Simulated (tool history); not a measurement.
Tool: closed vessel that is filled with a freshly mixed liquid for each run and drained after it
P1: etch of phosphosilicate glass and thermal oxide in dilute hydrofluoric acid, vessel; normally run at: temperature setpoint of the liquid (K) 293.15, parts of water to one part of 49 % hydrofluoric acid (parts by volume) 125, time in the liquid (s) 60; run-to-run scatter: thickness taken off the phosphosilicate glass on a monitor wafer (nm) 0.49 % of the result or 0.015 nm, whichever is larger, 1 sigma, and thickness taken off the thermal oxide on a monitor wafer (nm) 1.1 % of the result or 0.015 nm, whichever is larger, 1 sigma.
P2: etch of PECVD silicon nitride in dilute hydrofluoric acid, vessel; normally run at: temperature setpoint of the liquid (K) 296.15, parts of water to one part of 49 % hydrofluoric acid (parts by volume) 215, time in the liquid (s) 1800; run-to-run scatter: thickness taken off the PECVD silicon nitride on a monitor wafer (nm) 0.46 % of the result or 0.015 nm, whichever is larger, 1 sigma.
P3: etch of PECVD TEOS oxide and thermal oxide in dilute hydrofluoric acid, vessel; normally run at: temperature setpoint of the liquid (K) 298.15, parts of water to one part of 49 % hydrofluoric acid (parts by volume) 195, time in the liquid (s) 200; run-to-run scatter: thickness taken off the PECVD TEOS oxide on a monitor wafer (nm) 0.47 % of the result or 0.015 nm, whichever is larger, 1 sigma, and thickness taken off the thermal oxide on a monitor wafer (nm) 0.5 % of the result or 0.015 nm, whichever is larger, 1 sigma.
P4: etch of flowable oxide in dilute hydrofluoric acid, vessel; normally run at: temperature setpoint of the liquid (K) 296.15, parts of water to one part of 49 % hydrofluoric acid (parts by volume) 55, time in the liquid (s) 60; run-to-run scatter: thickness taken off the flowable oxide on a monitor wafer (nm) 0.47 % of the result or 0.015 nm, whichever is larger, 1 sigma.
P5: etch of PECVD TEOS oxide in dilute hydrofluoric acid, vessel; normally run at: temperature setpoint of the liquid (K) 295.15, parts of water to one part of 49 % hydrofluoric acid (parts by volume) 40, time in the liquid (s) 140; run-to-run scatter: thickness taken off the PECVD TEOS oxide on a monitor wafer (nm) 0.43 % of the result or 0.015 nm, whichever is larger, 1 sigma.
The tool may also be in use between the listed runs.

run	hour	process that ran	temperature setpoint of the liquid (K)	parts of water to one part of 49 % hydrofluoric acid (parts by volume)	time in the liquid (s)	thickness taken off the phosphosilicate glass on a monitor wafer (nm)	thickness taken off the thermal oxide on a monitor wafer (nm)	thickness taken off the PECVD TEOS oxide on a monitor wafer (nm)	thickness taken off the PECVD silicon nitride on a monitor wafer (nm)	thickness taken off the flowable oxide on a monitor wafer (nm)
1	3.5	P1	293.15	125	60	45.536	1.9861			
2	7.3	P3	298.15	195	75		1.7715	9.1109		
3	13.3	P3	298.15	45	200		24.9210	126.5800		
4	16.9	P1	290.15	125	60	40.184	1.7678			
5	23.1	P1	293.15	125	115	86.729	3.8328			
6	27.4	P5	295.15	70	140			31.6890		
7	34.5	P2	296.15	215	3470				28.379	
8	41.5	P1	293.15	125	60	45.334	2.0220			
9	48.6	P1	293.15	125	60	45.559	2.0061			
10	55.3	P2	296.15	215	1800				14.703	
11	61.6	P1	297.65	125	85	77.020	3.3932			
12	66.4	P2	296.15	215	1800				14.606	
13	72.6	P1	293.15	125	60	45.124	2.0098			
14	78.7	P1	297.15	125	60	53.293	2.3208			
15	82.7	P1	293.15	125	60	45.357	1.9845			
16	87.0	P1	290.15	40	60	138.340	6.2113			
17	94.5	P4	296.15	55	60					56.425
18	101.7	P1	293.15	75	60	79.526	3.6533			
19	109.0	P1	297.15	125	105	92.881	4.0772			
20	114.8	P5	295.15	40	140			58.0350		
21	120.8	P1	293.15	125	30	22.808	1.0363			
22	125.7	P1	293.15	175	60	30.629	1.3532			
23	129.6	P3	301.65	195	200		5.4282	27.5440		
24	137.5	P2	304.15	215	1800				23.997	
25	143.7	P2	296.15	350	1800				8.985	
26	148.0	P4	296.15	20	60					162.460
27	154.1	P4	290.15	55	60					43.829
28	160.6	P1	293.15	125	60	45.044	1.9996			

Forecast run 29:
29	164.5	P5	290.15	40	140			?		

thickness taken off the PECVD TEOS oxide on a monitor wafer (nm): 46.9190
